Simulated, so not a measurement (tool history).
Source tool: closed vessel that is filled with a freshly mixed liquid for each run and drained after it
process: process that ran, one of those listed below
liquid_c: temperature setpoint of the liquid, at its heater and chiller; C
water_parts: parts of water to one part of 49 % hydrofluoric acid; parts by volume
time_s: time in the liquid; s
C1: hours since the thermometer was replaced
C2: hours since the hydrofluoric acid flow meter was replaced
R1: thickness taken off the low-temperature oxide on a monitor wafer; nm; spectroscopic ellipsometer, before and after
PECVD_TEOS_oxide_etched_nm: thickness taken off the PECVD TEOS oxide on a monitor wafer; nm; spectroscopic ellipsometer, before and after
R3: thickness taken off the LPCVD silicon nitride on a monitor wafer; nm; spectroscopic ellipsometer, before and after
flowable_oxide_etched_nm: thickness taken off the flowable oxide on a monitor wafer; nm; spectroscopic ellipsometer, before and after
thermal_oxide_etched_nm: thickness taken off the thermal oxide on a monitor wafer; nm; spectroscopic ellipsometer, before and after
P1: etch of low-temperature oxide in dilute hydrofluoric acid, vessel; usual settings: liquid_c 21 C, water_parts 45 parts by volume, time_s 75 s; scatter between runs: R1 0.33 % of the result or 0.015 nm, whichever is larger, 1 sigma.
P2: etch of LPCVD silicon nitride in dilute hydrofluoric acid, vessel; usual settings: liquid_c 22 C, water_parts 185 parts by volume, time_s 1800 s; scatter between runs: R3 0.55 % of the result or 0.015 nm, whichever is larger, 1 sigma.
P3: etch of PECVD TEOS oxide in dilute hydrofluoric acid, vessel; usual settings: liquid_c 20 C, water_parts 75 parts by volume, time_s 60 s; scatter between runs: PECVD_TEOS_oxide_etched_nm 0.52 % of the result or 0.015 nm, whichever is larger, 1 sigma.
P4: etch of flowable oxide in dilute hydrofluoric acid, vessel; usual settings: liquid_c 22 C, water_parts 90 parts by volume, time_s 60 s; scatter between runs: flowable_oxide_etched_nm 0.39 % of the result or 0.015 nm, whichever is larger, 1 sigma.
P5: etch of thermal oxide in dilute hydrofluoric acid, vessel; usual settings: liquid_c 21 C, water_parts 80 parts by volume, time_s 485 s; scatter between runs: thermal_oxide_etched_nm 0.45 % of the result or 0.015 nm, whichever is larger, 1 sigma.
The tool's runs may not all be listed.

Run 1, hour 10.3: process P1, liquid_c 21 C, water_parts 45 parts by volume, time_s 75 s; C1 469.9; C2 718.7. Result: R1 23.454 nm.
Run 2, hour 21.1: process P1, liquid_c 21 C, water_parts 45 parts by volume, time_s 75 s; C1 480.7; C2 729.5. Result: R1 23.6 nm.
Run 3, hour 32.4: process P3, liquid_c 20 C, water_parts 125 parts by volume, time_s 60 s; C1 492; C2 740.8. Result: PECVD_TEOS_oxide_etched_nm 7.1289 nm.
Run 4, hour 42: process P1, liquid_c 21 C, water_parts 45 parts by volume, time_s 75 s; C1 501.6; C2 750.4. Result: R1 23.564 nm.
Run 5, hour 53.8: process P2, liquid_c 22 C, water_parts 185 parts by volume, time_s 3285 s; C1 513.4; C2 762.2. Result: R3 8.1396 nm.
Run 6, hour 66.3: process P1, liquid_c 21 C, water_parts 45 parts by volume, time_s 110 s; C1 525.9; C2 774.7. Result: R1 34.352 nm.
Run 7, hour 76.1: process P4, liquid_c 22 C, water_parts 90 parts by volume, time_s 60 s; C1 535.7; C2 784.5. Result: flowable_oxide_etched_nm 41.364 nm.
Run 8, hour 84.9: process P5, liquid_c 21 C, water_parts 40 parts by volume, time_s 485 s; C1 544.5; C2 793.3. Result: thermal_oxide_etched_nm 54.939 nm.
Run 9, hour 97.8: process P2, liquid_c 29.5 C, water_parts 185 parts by volume, time_s 1800 s; C1 557.4; C2 806.2. Result: R3 7.0472 nm.
Run 10, hour 113: process P4, liquid_c 17 C, water_parts 90 parts by volume, time_s 60 s; C1 572.6; C2 821.4. Result: flowable_oxide_etched_nm 33.732 nm.
Run 11, hour 127.5: process P1, liquid_c 21 C, water_parts 65 parts by volume, time_s 75 s; C1 587.1; C2 835.9. Result: R1 15.895 nm.
Run 12, hour 137: process P1, liquid_c 21 C, water_parts 45 parts by volume, time_s 30 s; C1 596.6; C2 845.4. Result: R1 9.3837 nm.
Run 13, hour 148.5: process P1, liquid_c 17 C, water_parts 25 parts by volume, time_s 75 s; C1 608.1; C2 856.9. Result: R1 36.537 nm.
Run 14, hour 159.8: process P4, liquid_c 22 C, water_parts 145 parts by volume, time_s 60 s; C1 619.4; C2 868.2. Result: flowable_oxide_etched_nm 24.241 nm.
Run 15, hour 172.5: process P2, liquid_c 22 C, water_parts 260 parts by volume, time_s 1800 s; C1 632.1; C2 880.9. Result: R3 3.1617 nm.
Run 16, hour 185.6: process P1, liquid_c 17 C, water_parts 45 parts by volume, time_s 75 s; C1 645.2; C2 894. Result: R1 19.823 nm.
Run 17, hour 192.9: process P3, liquid_c 20 C, water_parts 75 parts by volume, time_s 100 s; C1 652.5; C2 901.3. Result: PECVD_TEOS_oxide_etched_nm 20.907 nm.
Run 18, hour 205.9: process P4, liquid_c 22 C, water_parts 90 parts by volume, time_s 30 s; C1 665.5; C2 914.3. Result: flowable_oxide_etched_nm 20.854 nm.
Run 19, hour 221.1: process P5, liquid_c 17 C, water_parts 80 parts by volume, time_s 485 s; C1 680.7; C2 929.5. Result: thermal_oxide_etched_nm 22.396 nm.
Run 20, hour 234.9: process P1, liquid_c 21 C, water_parts 45 parts by volume, time_s 75 s; C1 694.5; C2 943.3. Result: R1 23.563 nm.
Run 21, hour 249.5: process P2, liquid_c 22 C, water_parts 185 parts by volume, time_s 1800 s; C1 709.1; C2 957.9. Result: R3 4.4414 nm.
At hour 259.4: hydrofluoric acid flow meter replaced.
Run 22, hour 261.2: process P5, liquid_c 21 C, water_parts 80 parts by volume, time_s 965 s; C1 720.8; C2 1.9. Result: thermal_oxide_etched_nm 52.797 nm.
Run 23, hour 271: process P1, liquid_c 21 C, water_parts 45 parts by volume, time_s 75 s; C1 730.6; C2 11.7. Result: R1 23.634 nm.
Run 24, hour 279.7: process P5, liquid_c 21 C, water_parts 80 parts by volume, time_s 485 s; C1 739.3; C2 20.4. Result: thermal_oxide_etched_nm 26.39 nm.
Run 25, hour 294.5: process P1, liquid_c 27 C, water_parts 45 parts by volume, time_s 75 s; C1 754.1; C2 35.2. Result: R1 30.211 nm.
Run 26, hour 302.2: process P1, liquid_c 21 C, water_parts 45 parts by volume, time_s 75 s; C1 761.8; C2 42.9. Result: R1 23.554 nm.

Run 27 is up next; what results do you expect?
Run 27, hour 308.9: process P3, liquid_c 17 C, water_parts 75 parts by volume, time_s 60 s; C1 768.5; C2 49.6. Result: PECVD_TEOS_oxide_etched_nm ?.

PECVD_TEOS_oxide_etched_nm: 11.009 nm
